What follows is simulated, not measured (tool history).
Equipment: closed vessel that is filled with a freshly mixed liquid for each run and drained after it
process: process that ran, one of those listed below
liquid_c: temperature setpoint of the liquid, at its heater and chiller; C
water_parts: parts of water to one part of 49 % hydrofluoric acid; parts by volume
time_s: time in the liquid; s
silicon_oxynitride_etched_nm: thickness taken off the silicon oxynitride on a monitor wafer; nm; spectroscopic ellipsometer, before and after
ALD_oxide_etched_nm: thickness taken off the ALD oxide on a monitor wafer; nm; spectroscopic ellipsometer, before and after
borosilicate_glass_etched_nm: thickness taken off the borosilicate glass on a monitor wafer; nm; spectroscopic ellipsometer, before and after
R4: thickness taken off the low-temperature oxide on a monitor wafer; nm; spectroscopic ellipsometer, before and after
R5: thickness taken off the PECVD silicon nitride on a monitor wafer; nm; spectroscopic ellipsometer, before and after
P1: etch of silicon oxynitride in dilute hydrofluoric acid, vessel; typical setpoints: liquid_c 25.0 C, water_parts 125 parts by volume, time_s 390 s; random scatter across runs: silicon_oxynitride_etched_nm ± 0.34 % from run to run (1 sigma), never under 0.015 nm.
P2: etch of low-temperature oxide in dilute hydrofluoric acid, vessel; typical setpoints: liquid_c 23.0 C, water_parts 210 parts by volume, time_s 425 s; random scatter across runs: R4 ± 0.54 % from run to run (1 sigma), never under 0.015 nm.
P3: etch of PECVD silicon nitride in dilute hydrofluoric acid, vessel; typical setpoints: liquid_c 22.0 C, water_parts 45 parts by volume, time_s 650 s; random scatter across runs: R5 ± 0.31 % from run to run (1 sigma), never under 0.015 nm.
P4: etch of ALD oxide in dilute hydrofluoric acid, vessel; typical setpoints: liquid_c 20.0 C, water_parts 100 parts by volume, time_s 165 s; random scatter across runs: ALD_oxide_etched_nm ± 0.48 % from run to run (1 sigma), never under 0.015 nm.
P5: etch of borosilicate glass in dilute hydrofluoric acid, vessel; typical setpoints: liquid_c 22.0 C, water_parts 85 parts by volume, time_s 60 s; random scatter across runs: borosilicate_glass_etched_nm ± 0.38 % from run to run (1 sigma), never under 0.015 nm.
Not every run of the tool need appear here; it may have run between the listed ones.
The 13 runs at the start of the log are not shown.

{"day": 7.233, "done": "thermometer replaced"}
{"run": 14, "day": 7.521, "process": "P1", "liquid_c": 30.5, "water_parts": 125, "time_s": 390, "silicon_oxynitride_etched_nm": 13.831}
{"run": 15, "day": 8.183, "process": "P1", "liquid_c": 25.0, "water_parts": 125, "time_s": 390, "silicon_oxynitride_etched_nm": 10.698}
{"run": 16, "day": 8.633, "process": "P4", "liquid_c": 17.0, "water_parts": 100, "time_s": 165, "ALD_oxide_etched_nm": 14.854}
{"run": 17, "day": 9.067, "process": "P1", "liquid_c": 25.0, "water_parts": 125, "time_s": 390, "silicon_oxynitride_etched_nm": 10.664}
{"run": 18, "day": 9.429, "process": "P5", "liquid_c": 22.0, "water_parts": 85, "time_s": 90, "borosilicate_glass_etched_nm": 31.313}
{"run": 19, "day": 9.938, "process": "P1", "liquid_c": 25.0, "water_parts": 125, "time_s": 390, "silicon_oxynitride_etched_nm": 10.697}
{"run": 20, "day": 10.479, "process": "P2", "liquid_c": 23.0, "water_parts": 210, "time_s": 425, "R4": 29.364}
{"run": 21, "day": 10.917, "process": "P3", "liquid_c": 22.0, "water_parts": 75, "time_s": 650, "R5": 18.129}
{"run": 22, "day": 11.367, "process": "P5", "liquid_c": 22.0, "water_parts": 85, "time_s": 60, "borosilicate_glass_etched_nm": 20.917}

For run 23, what comes out?
{"run": 23, "day": 11.688, "process": "P2", "liquid_c": 17.0, "water_parts": 210, "time_s": 425, "R4": "?"}

{"run 23": {"R4": 23.436}}
